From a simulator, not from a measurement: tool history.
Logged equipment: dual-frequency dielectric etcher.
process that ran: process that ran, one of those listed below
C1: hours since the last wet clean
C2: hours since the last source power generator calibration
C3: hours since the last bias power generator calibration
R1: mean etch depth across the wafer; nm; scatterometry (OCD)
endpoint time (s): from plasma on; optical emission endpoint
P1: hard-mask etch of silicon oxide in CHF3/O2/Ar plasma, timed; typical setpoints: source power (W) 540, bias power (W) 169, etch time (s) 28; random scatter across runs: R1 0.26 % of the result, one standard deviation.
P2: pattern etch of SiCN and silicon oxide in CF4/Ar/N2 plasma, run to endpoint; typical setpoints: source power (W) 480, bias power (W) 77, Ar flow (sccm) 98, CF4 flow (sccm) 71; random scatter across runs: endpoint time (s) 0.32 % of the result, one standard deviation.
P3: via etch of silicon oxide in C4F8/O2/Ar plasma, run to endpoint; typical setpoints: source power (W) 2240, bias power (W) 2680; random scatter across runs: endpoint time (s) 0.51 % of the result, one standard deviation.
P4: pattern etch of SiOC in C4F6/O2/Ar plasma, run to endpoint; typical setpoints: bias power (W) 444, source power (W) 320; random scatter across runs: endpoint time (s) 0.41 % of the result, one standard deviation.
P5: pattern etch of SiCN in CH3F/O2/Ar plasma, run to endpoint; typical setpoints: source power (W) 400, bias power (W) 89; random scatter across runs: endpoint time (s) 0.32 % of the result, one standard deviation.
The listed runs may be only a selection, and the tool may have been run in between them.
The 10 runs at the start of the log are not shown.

run 11 hour=118.2 | process_that_ran=P1 source_power_(W)=540 bias_power_(W)=169 etch_time_(s)=28 | C1=608.1 C2=2963.7 C3=803.1 | R1=49.863
run 12 hour=129.6 | process_that_ran=P2 source_power_(W)=480 bias_power_(W)=77 Ar_flow_(sccm)=98 CF4_flow_(sccm)=51 | C1=619.5 C2=2975.1 C3=814.5 | endpoint_time_(s)=19.182
-- hour=131.3 wet clean of the chamber
run 13 hour=139.4 | process_that_ran=P5 source_power_(W)=400 bias_power_(W)=123 | C1=8.2 C2=2984.9 C3=824.3 | endpoint_time_(s)=24.356
run 14 hour=153.9 | process_that_ran=P1 source_power_(W)=540 bias_power_(W)=169 etch_time_(s)=39.5 | C1=22.7 C2=2999.4 C3=838.8 | R1=70.536
run 15 hour=165.6 | process_that_ran=P5 source_power_(W)=400 bias_power_(W)=89 | C1=34.4 C2=3011.1 C3=850.5 | endpoint_time_(s)=27.539
run 16 hour=177 | process_that_ran=P1 source_power_(W)=540 bias_power_(W)=114 etch_time_(s)=28 | C1=45.8 C2=3022.5 C3=861.9 | R1=44.07
run 17 hour=186.5 | process_that_ran=P1 source_power_(W)=540 bias_power_(W)=228 etch_time_(s)=28 | C1=55.3 C2=3032 C3=871.4 | R1=55.51
run 18 hour=197.1 | process_that_ran=P1 source_power_(W)=540 bias_power_(W)=169 etch_time_(s)=28 | C1=65.9 C2=3042.6 C3=882 | R1=50.197
run 19 hour=205.6 | process_that_ran=P1 source_power_(W)=720 bias_power_(W)=169 etch_time_(s)=21.5 | C1=74.4 C2=3051.1 C3=890.5 | R1=42.996
run 20 hour=213.6 | process_that_ran=P2 source_power_(W)=290 bias_power_(W)=77 Ar_flow_(sccm)=98 CF4_flow_(sccm)=71 | C1=82.4 C2=3059.1 C3=898.5 | endpoint_time_(s)=28.384
run 21 hour=221.4 | process_that_ran=P3 source_power_(W)=2880 bias_power_(W)=2680 | C1=90.2 C2=3066.9 C3=906.3 | endpoint_time_(s)=191.06
run 22 hour=237 | process_that_ran=P1 source_power_(W)=540 bias_power_(W)=169 etch_time_(s)=28 | C1=105.8 C2=3082.5 C3=921.9 | R1=50.06
run 23 hour=252.2 | process_that_ran=P4 source_power_(W)=420 bias_power_(W)=444 | C1=121 C2=3097.7 C3=937.1 | endpoint_time_(s)=8.8614
run 24 hour=259.9 | process_that_ran=P1 source_power_(W)=340 bias_power_(W)=169 etch_time_(s)=28 | C1=128.7 C2=3105.4 C3=944.8 | R1=41.974
run 25 hour=269.5 | process_that_ran=P4 source_power_(W)=320 bias_power_(W)=578 | C1=138.3 C2=3115 C3=954.4 | endpoint_time_(s)=8.8068
run 26 hour=282.7 | process_that_ran=P4 source_power_(W)=320 bias_power_(W)=444 | C1=151.5 C2=3128.2 C3=967.6 | endpoint_time_(s)=9.8037
run 27 hour=296 | process_that_ran=P1 source_power_(W)=540 bias_power_(W)=169 etch_time_(s)=15.5 | C1=164.8 C2=3141.5 C3=980.9 | R1=27.627
run 28 hour=309.6 | process_that_ran=P1 source_power_(W)=540 bias_power_(W)=169 etch_time_(s)=28 | C1=178.4 C2=3155.1 C3=994.5 | R1=49.862
run 29 hour=326.1 | process_that_ran=P1 source_power_(W)=750 bias_power_(W)=169 etch_time_(s)=28 | C1=194.9 C2=3171.6 C3=1011 | R1=56.598
run 30 hour=334.2 | process_that_ran=P3 source_power_(W)=2240 bias_power_(W)=2680 | C1=203 C2=3179.7 C3=1019.1 | endpoint_time_(s)=211.33
run 31 hour=350.6 | process_that_ran=P1 source_power_(W)=540 bias_power_(W)=169 etch_time_(s)=28 | C1=219.4 C2=3196.1 C3=1035.5 | R1=49.897

Run 32 comes next. What will it give?
run 32 hour=361.1 | process_that_ran=P1 source_power_(W)=540 bias_power_(W)=169 etch_time_(s)=28 | C1=229.9 C2=3206.6 C3=1046 | R1=?

{"run 32": {"R1": 49.622}}
